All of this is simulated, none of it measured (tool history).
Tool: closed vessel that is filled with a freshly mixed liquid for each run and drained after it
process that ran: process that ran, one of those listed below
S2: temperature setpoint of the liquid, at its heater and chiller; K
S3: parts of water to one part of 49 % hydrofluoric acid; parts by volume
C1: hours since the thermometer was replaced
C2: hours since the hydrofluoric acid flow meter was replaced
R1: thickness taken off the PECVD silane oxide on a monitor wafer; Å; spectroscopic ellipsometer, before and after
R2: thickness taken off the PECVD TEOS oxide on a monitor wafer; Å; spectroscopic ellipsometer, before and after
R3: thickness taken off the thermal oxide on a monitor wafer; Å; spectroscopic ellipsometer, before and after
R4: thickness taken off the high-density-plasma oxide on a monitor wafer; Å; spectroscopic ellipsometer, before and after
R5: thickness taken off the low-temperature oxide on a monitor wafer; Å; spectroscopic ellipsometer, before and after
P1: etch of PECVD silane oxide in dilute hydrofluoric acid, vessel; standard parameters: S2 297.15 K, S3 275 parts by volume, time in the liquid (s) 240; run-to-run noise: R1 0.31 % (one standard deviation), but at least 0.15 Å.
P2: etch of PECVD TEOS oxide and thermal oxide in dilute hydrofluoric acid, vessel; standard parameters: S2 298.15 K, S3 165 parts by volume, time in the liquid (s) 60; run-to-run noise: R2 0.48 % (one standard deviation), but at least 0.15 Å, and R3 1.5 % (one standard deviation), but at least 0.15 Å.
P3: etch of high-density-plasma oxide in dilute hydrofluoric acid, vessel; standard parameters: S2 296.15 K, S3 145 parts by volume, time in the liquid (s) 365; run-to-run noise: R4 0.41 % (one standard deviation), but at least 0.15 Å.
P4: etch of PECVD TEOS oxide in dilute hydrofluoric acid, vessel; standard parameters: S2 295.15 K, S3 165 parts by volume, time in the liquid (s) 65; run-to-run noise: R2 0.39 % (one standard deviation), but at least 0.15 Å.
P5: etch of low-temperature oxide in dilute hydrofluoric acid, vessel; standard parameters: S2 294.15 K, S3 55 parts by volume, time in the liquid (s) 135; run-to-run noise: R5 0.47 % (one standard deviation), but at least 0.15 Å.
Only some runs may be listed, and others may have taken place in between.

{"run": 1, "hour": 5.6, "process that ran": "P1", "S2": 297.15, "S3": 275, "time in the liquid (s)": 240, "C1": 266.8, "C2": 1138.7, "R1": 171.79}
{"run": 2, "hour": 12.0, "process that ran": "P2", "S2": 298.15, "S3": 165, "time in the liquid (s)": 60, "C1": 273.2, "C2": 1145.1, "R2": 62.649, "R3": 16.865}
{"run": 3, "hour": 17.9, "process that ran": "P1", "S2": 303.15, "S3": 275, "time in the liquid (s)": 240, "C1": 279.1, "C2": 1151, "R1": 212.92}
{"run": 4, "hour": 25.2, "process that ran": "P1", "S2": 297.15, "S3": 275, "time in the liquid (s)": 240, "C1": 286.4, "C2": 1158.3, "R1": 173.29}
{"run": 5, "hour": 35.9, "process that ran": "P1", "S2": 297.15, "S3": 275, "time in the liquid (s)": 240, "C1": 297.1, "C2": 1169, "R1": 172.97}
{"run": 6, "hour": 42.1, "process that ran": "P2", "S2": 298.15, "S3": 165, "time in the liquid (s)": 60, "C1": 303.3, "C2": 1175.2, "R2": 63.388, "R3": 17.254}
{"run": 7, "hour": 53.5, "process that ran": "P1", "S2": 297.15, "S3": 275, "time in the liquid (s)": 240, "C1": 314.7, "C2": 1186.6, "R1": 172.6}
{"run": 8, "hour": 60.2, "process that ran": "P1", "S2": 297.15, "S3": 55, "time in the liquid (s)": 240, "C1": 321.4, "C2": 1193.3, "R1": 1106.6}
{"run": 9, "hour": 67.2, "process that ran": "P3", "S2": 296.15, "S3": 145, "time in the liquid (s)": 365, "C1": 328.4, "C2": 1200.3, "R4": 116.45}
{"run": 10, "hour": 75.0, "process that ran": "P1", "S2": 297.15, "S3": 275, "time in the liquid (s)": 120, "C1": 336.2, "C2": 1208.1, "R1": 86.081}
{"run": 11, "hour": 83.1, "process that ran": "P3", "S2": 296.15, "S3": 145, "time in the liquid (s)": 725, "C1": 344.3, "C2": 1216.2, "R4": 232.89}
{"run": 12, "hour": 91.8, "process that ran": "P3", "S2": 296.15, "S3": 145, "time in the liquid (s)": 365, "C1": 353, "C2": 1224.9, "R4": 116.51}
{"run": 13, "hour": 103.5, "process that ran": "P1", "S2": 290.15, "S3": 275, "time in the liquid (s)": 240, "C1": 364.7, "C2": 1236.6, "R1": 133.02}
{"run": 14, "hour": 108.9, "process that ran": "P4", "S2": 295.15, "S3": 165, "time in the liquid (s)": 65, "C1": 370.1, "C2": 1242, "R2": 83.298}
{"run": 15, "hour": 120.6, "process that ran": "P5", "S2": 299.65, "S3": 55, "time in the liquid (s)": 135, "C1": 381.8, "C2": 1253.7, "R5": 351.44}
{"run": 16, "hour": 126.1, "process that ran": "P4", "S2": 295.15, "S3": 165, "time in the liquid (s)": 65, "C1": 387.3, "C2": 1259.2, "R2": 82.993}
{"run": 17, "hour": 137.3, "process that ran": "P4", "S2": 303.15, "S3": 165, "time in the liquid (s)": 65, "C1": 398.5, "C2": 1270.4, "R2": 111.94}
{"run": 18, "hour": 143.3, "process that ran": "P2", "S2": 306.15, "S3": 165, "time in the liquid (s)": 60, "C1": 404.5, "C2": 1276.4, "R2": 84.127, "R3": 22.777}
{"run": 19, "hour": 149.3, "process that ran": "P2", "S2": 298.15, "S3": 165, "time in the liquid (s)": 115, "C1": 410.5, "C2": 1282.4, "R2": 120.4, "R3": 32.298}
{"run": 20, "hour": 159.9, "process that ran": "P3", "S2": 303.65, "S3": 145, "time in the liquid (s)": 365, "C1": 421.1, "C2": 1293, "R4": 154.43}
{"run": 21, "hour": 167.2, "process that ran": "P1", "S2": 297.15, "S3": 490, "time in the liquid (s)": 240, "C1": 428.4, "C2": 1300.3, "R1": 79.945}
{"run": 22, "hour": 173.6, "process that ran": "P4", "S2": 295.15, "S3": 260, "time in the liquid (s)": 65, "C1": 434.8, "C2": 1306.7, "R2": 48.066}
{"run": 23, "hour": 184.1, "process that ran": "P1", "S2": 297.15, "S3": 275, "time in the liquid (s)": 475, "C1": 445.3, "C2": 1317.2, "R1": 341.25}
{"run": 24, "hour": 191.7, "process that ran": "P5", "S2": 294.15, "S3": 55, "time in the liquid (s)": 30, "C1": 452.9, "C2": 1324.8, "R5": 62.543}
{"run": 25, "hour": 201.1, "process that ran": "P3", "S2": 296.15, "S3": 30, "time in the liquid (s)": 365, "C1": 462.3, "C2": 1334.2, "R4": 648}
{"run": 26, "hour": 208.9, "process that ran": "P1", "S2": 297.15, "S3": 275, "time in the liquid (s)": 240, "C1": 470.1, "C2": 1342, "R1": 172.5}
{"run": 27, "hour": 219.4, "process that ran": "P5", "S2": 294.15, "S3": 55, "time in the liquid (s)": 135, "C1": 480.6, "C2": 1352.5, "R5": 283.27}
{"hour": 223.9, "done": "thermometer replaced"}
{"run": 28, "hour": 226.6, "process that ran": "P1", "S2": 297.15, "S3": 275, "time in the liquid (s)": 240, "C1": 2.8, "C2": 1359.7, "R1": 172.55}
{"run": 29, "hour": 236.4, "process that ran": "P1", "S2": 303.65, "S3": 275, "time in the liquid (s)": 30, "C1": 12.6, "C2": 1369.5, "R1": 26.894}
{"run": 30, "hour": 247.1, "process that ran": "P2", "S2": 298.15, "S3": 295, "time in the liquid (s)": 60, "C1": 23.3, "C2": 1380.2, "R2": 30.532, "R3": 8.0058}
{"run": 31, "hour": 254.3, "process that ran": "P5", "S2": 294.15, "S3": 20, "time in the liquid (s)": 135, "C1": 30.5, "C2": 1387.4, "R5": 809.19}
{"run": 32, "hour": 266.0, "process that ran": "P4", "S2": 295.15, "S3": 165, "time in the liquid (s)": 30, "C1": 42.2, "C2": 1399.1, "R2": 38.453}
{"run": 33, "hour": 273.5, "process that ran": "P1", "S2": 297.15, "S3": 275, "time in the liquid (s)": 240, "C1": 49.7, "C2": 1406.6, "R1": 172.4}
{"run": 34, "hour": 284.0, "process that ran": "P1", "S2": 297.15, "S3": 275, "time in the liquid (s)": 240, "C1": 60.2, "C2": 1417.1, "R1": 172.23}
{"run": 35, "hour": 290.7, "process that ran": "P1", "S2": 297.15, "S3": 275, "time in the liquid (s)": 240, "C1": 66.9, "C2": 1423.8, "R1": 177.34}
{"run": 36, "hour": 300.2, "process that ran": "P1", "S2": 297.15, "S3": 275, "time in the liquid (s)": 240, "C1": 76.4, "C2": 1433.3, "R1": 181.29}
{"run": 37, "hour": 305.8, "process that ran": "P1", "S2": 297.15, "S3": 275, "time in the liquid (s)": 240, "C1": 82, "C2": 1438.9, "R1": 182.56}
{"run": 38, "hour": 311.6, "process that ran": "P1", "S2": 297.15, "S3": 275, "time in the liquid (s)": 240, "C1": 87.8, "C2": 1444.7, "R1": 182.37}
{"run": 39, "hour": 320.5, "process that ran": "P1", "S2": 297.15, "S3": 275, "time in the liquid (s)": 240, "C1": 96.7, "C2": 1453.6, "R1": 185.35}
{"run": 40, "hour": 326.2, "process that ran": "P1", "S2": 297.15, "S3": 275, "time in the liquid (s)": 240, "C1": 102.4, "C2": 1459.3, "R1": 186.06}
{"run": 41, "hour": 335.1, "process that ran": "P1", "S2": 297.15, "S3": 275, "time in the liquid (s)": 240, "C1": 111.3, "C2": 1468.2, "R1": 185.54}
{"run": 42, "hour": 340.8, "process that ran": "P1", "S2": 297.15, "S3": 275, "time in the liquid (s)": 240, "C1": 117, "C2": 1473.9, "R1": 185.45}
{"run": 43, "hour": 347.7, "process that ran": "P1", "S2": 297.15, "S3": 275, "time in the liquid (s)": 240, "C1": 123.9, "C2": 1480.8, "R1": 186.6}
{"run": 44, "hour": 356.2, "process that ran": "P1", "S2": 297.15, "S3": 275, "time in the liquid (s)": 240, "C1": 132.4, "C2": 1489.3, "R1": 185.67}

P1 no longer gives what it gave before; its output has crept away from where it was. The following 2 causes, each at its listed size, fit the log equally well:
A: hydrofluoric acid flow above the setpoint (%) = 6.42
B: liquid hotter than its thermometer reads (K) = 2.27
Creep in the process output first set in at about hour 284.

The check runs listed below each take one wafer, and their results are still question marks. Under which run would the listed causes lead to clearly different results?
{"run": "check 1", "hour": 364.7, "process that ran": "P2", "S2": 305.65, "S3": 245, "time in the liquid (s)": 60, "R2": "?", "R3": "?"}
{"run": "check 2", "hour": 364.7, "process that ran": "P3", "S2": 302.15, "S3": 145, "time in the liquid (s)": 365, "R4": "?"}
{"run": "check 3", "hour": 364.7, "process that ran": "P4", "S2": 302.65, "S3": 165, "time in the liquid (s)": 35, "R2": "?"}
{"run": "check 4", "hour": 364.7, "process that ran": "P5", "S2": 294.15, "S3": 20, "time in the liquid (s)": 135, "R5": "?"}

Expected result of each check under each candidate cause:
check=check_1 result=R2 if_A=54.475 if_B=54.05
check=check_1 result=R3 if_A=14.716 if_B=14.601
check=check_2 result=R4 if_A=157.72 if_B=159.02
check=check_3 result=R2 if_A=63.885 if_B=64.216
check=check_4 result=R5 if_A=865.75 if_B=895
How far apart the two closest causes lie, in the result that separates them most: check 1 0.78 %; check 2 0.82 %; check 3 0.52 %; check 4 3.32 %
Only check 4 tells the causes apart: in the others they would give nearly the same result.

After running check 4, the following was obtained: R5 865.46 Å. Which cause does this point to?

Of the candidate causes, it is A: hydrofluoric acid flow above the setpoint (%).
